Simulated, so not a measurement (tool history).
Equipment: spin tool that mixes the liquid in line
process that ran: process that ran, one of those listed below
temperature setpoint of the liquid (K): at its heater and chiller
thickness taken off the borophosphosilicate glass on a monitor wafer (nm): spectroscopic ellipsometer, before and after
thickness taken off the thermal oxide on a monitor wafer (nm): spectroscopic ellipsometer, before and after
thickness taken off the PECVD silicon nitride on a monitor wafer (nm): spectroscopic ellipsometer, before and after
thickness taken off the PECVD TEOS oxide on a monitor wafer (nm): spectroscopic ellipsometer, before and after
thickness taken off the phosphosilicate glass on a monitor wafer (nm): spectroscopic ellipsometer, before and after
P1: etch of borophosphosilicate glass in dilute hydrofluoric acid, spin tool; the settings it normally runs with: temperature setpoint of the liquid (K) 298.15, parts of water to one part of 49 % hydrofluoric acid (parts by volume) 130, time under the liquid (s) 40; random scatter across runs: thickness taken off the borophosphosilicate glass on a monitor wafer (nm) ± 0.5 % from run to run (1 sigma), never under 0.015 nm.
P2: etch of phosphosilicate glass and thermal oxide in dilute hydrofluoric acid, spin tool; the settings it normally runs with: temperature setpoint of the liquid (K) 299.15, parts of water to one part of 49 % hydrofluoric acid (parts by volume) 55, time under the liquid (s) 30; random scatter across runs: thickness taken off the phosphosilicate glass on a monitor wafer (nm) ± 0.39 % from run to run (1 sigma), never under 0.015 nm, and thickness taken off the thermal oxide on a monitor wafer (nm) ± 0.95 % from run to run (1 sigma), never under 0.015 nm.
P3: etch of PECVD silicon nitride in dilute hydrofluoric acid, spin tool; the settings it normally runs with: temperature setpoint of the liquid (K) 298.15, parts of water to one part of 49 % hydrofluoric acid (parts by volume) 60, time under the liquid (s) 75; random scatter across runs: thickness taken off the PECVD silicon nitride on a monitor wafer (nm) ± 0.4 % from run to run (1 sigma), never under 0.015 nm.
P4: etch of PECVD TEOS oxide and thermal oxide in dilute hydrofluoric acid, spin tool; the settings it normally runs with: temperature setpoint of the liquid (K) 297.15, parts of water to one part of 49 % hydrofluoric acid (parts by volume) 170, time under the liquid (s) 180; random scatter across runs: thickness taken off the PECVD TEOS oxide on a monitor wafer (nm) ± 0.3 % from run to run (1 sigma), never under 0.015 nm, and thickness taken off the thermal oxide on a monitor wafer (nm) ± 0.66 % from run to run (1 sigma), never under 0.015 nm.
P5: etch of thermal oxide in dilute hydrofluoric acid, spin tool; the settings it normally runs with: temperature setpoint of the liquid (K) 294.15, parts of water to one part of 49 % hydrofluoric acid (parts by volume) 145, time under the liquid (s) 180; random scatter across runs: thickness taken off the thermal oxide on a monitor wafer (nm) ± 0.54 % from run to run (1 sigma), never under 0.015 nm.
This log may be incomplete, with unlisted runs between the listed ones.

run,day,process that ran,temperature setpoint of the liquid (K),parts of water to one part of 49 % hydrofluoric acid (parts by volume),time under the liquid (s),thickness taken off the borophosphosilicate glass on a monitor wafer (nm),thickness taken off the thermal oxide on a monitor wafer (nm),thickness taken off the PECVD silicon nitride on a monitor wafer (nm),thickness taken off the PECVD TEOS oxide on a monitor wafer (nm),thickness taken off the phosphosilicate glass on a monitor wafer (nm)
1,0.575,P1,298.15,130,40,8.6270,,,,
2,0.846,P1,298.15,130,40,8.6379,,,,
3,1.154,P5,294.15,145,40,,1.0214,,,
4,1.558,P3,298.15,20,75,,,20.3260,,
5,1.992,P4,297.15,170,180,,4.4968,,25.501,
6,2.471,P2,299.15,55,30,,2.9255,,,126.970
7,2.754,P1,298.15,130,40,8.6901,,,,
8,3.342,P1,306.65,130,40,11.8140,,,,
9,3.821,P1,290.15,130,40,6.2862,,,,
10,4.338,P3,306.65,60,75,,,12.0660,,
11,4.921,P4,305.15,170,180,,6.0119,,34.095,
12,5.388,P2,299.15,20,30,,8.5038,,,366.940
13,5.683,P3,298.15,60,75,,,6.9962,,
14,6.246,P5,294.15,245,180,,2.4713,,,
15,6.654,P1,303.15,190,40,6.5831,,,,
16,7.133,P4,297.15,170,355,,8.8327,,50.426,
17,7.400,P1,298.15,230,40,4.4052,,,,
18,7.717,P1,298.15,40,40,31.5730,,,,
19,8.038,P1,304.65,130,75,20.7370,,,,
20,8.354,P1,298.15,130,65,13.9450,,,,
21,8.758,P1,298.15,130,15,3.2251,,,,
22,9.158,P5,294.15,145,180,,4.6004,,,
23,9.442,P2,299.15,55,15,,1.4501,,,63.678
24,9.958,P4,297.15,170,180,,4.5264,,25.661,
25,10.508,P4,297.15,85,180,,10.0130,,56.633,
26,10.792,P2,299.15,55,30,,2.8979,,,126.790
27,11.358,P3,298.15,60,15,,,1.3859,,
# day 11.458: thermometer replaced
28,11.862,P1,298.15,130,40,8.5783,,,,
29,12.446,P5,290.15,145,180,,3.9784,,,
30,13.004,P1,298.15,130,40,8.7087,,,,
31,13.583,P2,307.15,55,30,,4.0073,,,174.750
32,14.108,P1,298.15,130,40,8.6215,,,,
33,14.429,P1,298.15,130,40,8.7028,,,,
34,14.742,P1,298.15,130,40,8.8479,,,,
35,15.088,P1,298.15,130,40,8.9781,,,,
36,15.454,P1,298.15,130,40,9.1019,,,,
37,15.946,P1,298.15,130,40,9.2800,,,,
38,16.317,P1,298.15,130,40,9.2704,,,,
39,16.783,P1,298.15,130,40,9.3207,,,,
40,17.246,P1,298.15,130,40,9.3579,,,,
41,17.662,P1,298.15,130,40,9.3735,,,,
42,17.946,P1,298.15,130,40,9.3864,,,,
43,18.517,P1,298.15,130,40,9.4579,,,,
44,19.088,P1,298.15,130,40,9.5079,,,,

Something has made what P1 gives creep away from where it was; the 2 causes below, each at its own stated size, fit the log equally well:
A: liquid hotter than its thermometer reads (K) = 2.25
B: hydrofluoric acid flow above the setpoint (%) = 7.68
The creep began at about day 14.429.

The check runs listed below each take one wafer, and their results are still question marks. Under which run would the listed causes lead to clearly different results?
check 1,19.658,P3,298.15,60,15,,,?,,
check 2,19.658,P2,307.15,55,15,,?,,,?
check 3,19.658,P5,290.15,145,180,,?,,,
check 4,19.658,P4,297.15,105,335,,?,,?,

Expected result of each check under each candidate cause:
check,result,if A,if B
check 1,thickness taken off the PECVD silicon nitride on a monitor wafer (nm),1.6266,1.5078
check 2,thickness taken off the thermal oxide on a monitor wafer (nm),2.1837,2.1755
check 2,thickness taken off the phosphosilicate glass on a monitor wafer (nm),94.667,94.315
check 3,thickness taken off the thermal oxide on a monitor wafer (nm),4.3324,4.3007
check 4,thickness taken off the thermal oxide on a monitor wafer (nm),15.9390,15.8640
check 4,thickness taken off the PECVD TEOS oxide on a monitor wafer (nm),90.761,90.335
Per check, the gap between the least separated pair of causes, taken in the result that splits them most: check 1 7.58 %; check 2 0.37 %; check 3 0.73 %; check 4 0.47 %
The other checks would show nearly matching results whichever cause is true, so check 1 is the only one that separates the causes.

Check 1 was then run and gave: thickness taken off the PECVD silicon nitride on a monitor wafer (nm) 1.5040. Which cause is it?

B is the cause: hydrofluoric acid flow above the setpoint (%).

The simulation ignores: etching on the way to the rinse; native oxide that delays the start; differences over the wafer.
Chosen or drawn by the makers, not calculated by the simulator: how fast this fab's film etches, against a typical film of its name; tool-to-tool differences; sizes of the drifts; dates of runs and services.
